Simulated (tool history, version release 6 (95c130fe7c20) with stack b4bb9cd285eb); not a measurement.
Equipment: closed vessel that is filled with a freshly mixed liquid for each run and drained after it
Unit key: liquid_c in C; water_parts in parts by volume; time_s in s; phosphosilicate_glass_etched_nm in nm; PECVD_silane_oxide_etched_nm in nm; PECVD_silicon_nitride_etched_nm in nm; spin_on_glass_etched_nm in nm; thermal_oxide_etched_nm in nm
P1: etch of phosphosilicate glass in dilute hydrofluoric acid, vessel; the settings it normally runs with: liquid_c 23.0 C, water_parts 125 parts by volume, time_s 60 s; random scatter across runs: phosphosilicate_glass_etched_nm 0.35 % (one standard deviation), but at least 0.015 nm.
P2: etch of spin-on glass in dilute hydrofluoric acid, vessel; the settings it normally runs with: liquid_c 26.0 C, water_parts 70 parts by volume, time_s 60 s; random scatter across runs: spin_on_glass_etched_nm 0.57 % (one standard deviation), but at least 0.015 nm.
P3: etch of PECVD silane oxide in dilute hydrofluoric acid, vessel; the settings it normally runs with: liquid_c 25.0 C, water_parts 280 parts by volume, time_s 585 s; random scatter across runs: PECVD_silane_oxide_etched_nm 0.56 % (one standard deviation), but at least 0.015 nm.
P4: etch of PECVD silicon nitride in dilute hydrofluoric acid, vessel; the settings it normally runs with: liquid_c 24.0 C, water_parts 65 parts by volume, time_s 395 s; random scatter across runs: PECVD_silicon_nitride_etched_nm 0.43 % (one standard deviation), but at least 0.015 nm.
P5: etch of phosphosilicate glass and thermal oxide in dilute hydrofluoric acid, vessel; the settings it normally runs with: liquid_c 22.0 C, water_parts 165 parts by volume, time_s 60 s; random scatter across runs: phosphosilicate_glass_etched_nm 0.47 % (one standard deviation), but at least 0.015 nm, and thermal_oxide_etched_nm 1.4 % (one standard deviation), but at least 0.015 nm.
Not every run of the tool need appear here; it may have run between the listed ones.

| run | hour | process | liquid_c | water_parts | time_s | hours since the thermometer was replaced | hours since the hydrofluoric acid flow meter was replaced | phosphosilicate_glass_etched_nm | PECVD_silane_oxide_etched_nm | PECVD_silicon_nitride_etched_nm | spin_on_glass_etched_nm | thermal_oxide_etched_nm |
|---|---|---|---|---|---|---|---|---|---|---|---|---|
| 1 | 6.1 | P1 | 23.0 | 125 | 60 | 1665.2 | 220.3 | 75.267 |  |  |  |  |
| 2 | 14.4 | P3 | 25.0 | 280 | 585 | 1673.5 | 228.6 |  | 34.088 |  |  |  |
| 3 | 19.4 | P1 | 23.0 | 125 | 60 | 1678.5 | 233.6 | 74.557 |  |  |  |  |
| 4 | 24.9 | P3 | 25.0 | 280 | 860 | 1684.0 | 239.1 |  | 50.222 |  |  |  |
| 5 | 31.9 | P4 | 24.0 | 65 | 395 | 1691.0 | 246.1 |  |  | 22.284 |  |  |
| 6 | 38.9 | P1 | 23.0 | 125 | 30 | 1698.0 | 253.1 | 37.218 |  |  |  |  |
| 7 | 45.0 | P3 | 32.0 | 280 | 585 | 1704.1 | 259.2 |  | 43.176 |  |  |  |
| 8 | 49.4 | P1 | 17.0 | 125 | 60 | 1708.5 | 263.6 | 58.557 |  |  |  |  |
| 9 | 56.5 | P1 | 23.0 | 125 | 90 | 1715.6 | 270.7 | 111.920 |  |  |  |  |
| 10 | 64.7 | P2 | 26.0 | 70 | 60 | 1723.8 | 278.9 |  |  |  | 40.746 |  |
| 11 | 69.6 | P1 | 23.0 | 200 | 60 | 1728.7 | 283.8 | 42.965 |  |  |  |  |
| 12 | 77.4 | P4 | 30.5 | 65 | 395 | 1736.5 | 291.6 |  |  | 34.240 |  |  |
| 13 | 83.0 | P2 | 26.0 | 70 | 110 | 1742.1 | 297.2 |  |  |  | 75.260 |  |
| 14 | 89.0 | P1 | 23.0 | 65 | 60 | 1748.1 | 303.2 | 154.690 |  |  |  |  |
| 15 | 96.5 | P4 | 24.0 | 65 | 695 | 1755.6 | 310.7 |  |  | 39.415 |  |  |
| 16 | 104.2 | P1 | 23.0 | 125 | 60 | 1763.3 | 318.4 | 74.418 |  |  |  |  |
| 17 | 108.2 | P3 | 25.0 | 65 | 585 | 1767.3 | 322.4 |  | 190.330 |  |  |  |
| 18 | 115.3 | P1 | 31.0 | 125 | 60 | 1774.4 | 329.5 | 101.890 |  |  |  |  |
| 19 | 123.6 | P1 | 23.0 | 125 | 60 | 1782.7 | 337.8 | 74.189 |  |  |  |  |
| 20 | 130.0 | P5 | 22.0 | 165 | 30 | 1789.1 | 344.2 | 19.984 |  |  |  | 0.80336 |
| 21 | 138.2 | P5 | 30.0 | 165 | 60 | 1797.3 | 352.4 | 53.774 |  |  |  | 2.04980 |
| 22 | 144.8 | P2 | 21.5 | 70 | 60 | 1803.9 | 359.0 |  |  |  | 33.619 |  |
| 23 | 152.6 | P1 | 23.0 | 125 | 60 | 1811.7 | 366.8 | 74.158 |  |  |  |  |
| 24 | 160.9 | P5 | 22.0 | 165 | 60 | 1820.0 | 375.1 | 39.766 |  |  |  | 1.55760 |
| 25 | 166.9 | P1 | 29.5 | 125 | 115 | 1826.0 | 381.1 | 182.300 |  |  |  |  |
| 26 | 172.6 | P4 | 24.0 | 115 | 395 | 1831.7 | 386.8 |  |  | 12.753 |  |  |
| 27 | 180.5 | P5 | 22.0 | 105 | 60 | 1839.6 | 394.7 | 67.741 |  |  |  | 2.63830 |
| 28 | 188.1 | P1 | 26.5 | 125 | 30 | 1847.2 | 402.3 | 42.581 |  |  |  |  |
| 29 | 195.6 | P2 | 26.0 | 100 | 60 | 1854.7 | 409.8 |  |  |  | 27.552 |  |
| 30 | 200.6 | P1 | 23.0 | 125 | 60 | 1859.7 | 414.8 | 74.687 |  |  |  |  |
| 31 | 205.5 | P1 | 23.0 | 125 | 60 | 1864.6 | 419.7 | 77.500 |  |  |  |  |
| 32 | 212.9 | P1 | 23.0 | 125 | 60 | 1872.0 | 427.1 | 79.100 |  |  |  |  |
| 33 | 218.9 | P1 | 23.0 | 125 | 60 | 1878.0 | 433.1 | 80.254 |  |  |  |  |
| 34 | 224.2 | P1 | 23.0 | 125 | 60 | 1883.3 | 438.4 | 80.993 |  |  |  |  |
| 35 | 231.1 | P1 | 23.0 | 125 | 60 | 1890.2 | 445.3 | 81.078 |  |  |  |  |
| 36 | 235.3 | P1 | 23.0 | 125 | 60 | 1894.4 | 449.5 | 81.248 |  |  |  |  |
| 37 | 240.4 | P1 | 23.0 | 125 | 60 | 1899.5 | 454.6 | 81.526 |  |  |  |  |
| 38 | 248.0 | P1 | 23.0 | 125 | 60 | 1907.1 | 462.2 | 81.440 |  |  |  |  |

Compared with where it was, what P1 gives has crept away. Each cause listed below fits the log as well as the rest, at the size given for it:
A: hydrofluoric acid flow above the setpoint (%) = 8.16
B: liquid hotter than its thermometer reads (K) = 2.31
The creep began at about hour 200.6.

4 check runs are offered, one wafer each, their results left as question marks. Which one tells the causes apart?
| check 1 | 255.6 | P4 | 24.0 | 65 | 685 |  |  |  |  | ? |  |  |
| check 2 | 255.6 | P5 | 22.0 | 165 | 30 |  |  | ? |  |  |  | ? |
| check 3 | 255.6 | P3 | 25.0 | 100 | 585 |  |  |  | ? |  |  |  |
| check 4 | 255.6 | P2 | 22.5 | 70 | 60 |  |  |  |  |  | ? |  |

Expected result of each check under each candidate cause:
| check | result | if A | if B |
|---|---|---|---|
| check 1 | PECVD_silicon_nitride_etched_nm | 41.919 | 45.244 |
| check 2 | phosphosilicate_glass_etched_nm | 21.947 | 21.866 |
| check 2 | thermal_oxide_etched_nm | 0.85428 | 0.85112 |
| check 3 | PECVD_silane_oxide_etched_nm | 127.510 | 127.740 |
| check 4 | spin_on_glass_etched_nm | 38.415 | 38.757 |
Gap, in per cent, between the two causes that each check separates least, read from the result that separates them most: check 1 7.63 %; check 2 0.37 %; check 3 0.18 %; check 4 0.89 %
Only in check 1 would the causes give clearly different results; in the remaining checks their results would be nearly the same.

With check 1 done, the readings were: PECVD_silicon_nitride_etched_nm 41.876 nm. Identify which of the listed causes applies.

A is the cause: hydrofluoric acid flow above the setpoint (%).

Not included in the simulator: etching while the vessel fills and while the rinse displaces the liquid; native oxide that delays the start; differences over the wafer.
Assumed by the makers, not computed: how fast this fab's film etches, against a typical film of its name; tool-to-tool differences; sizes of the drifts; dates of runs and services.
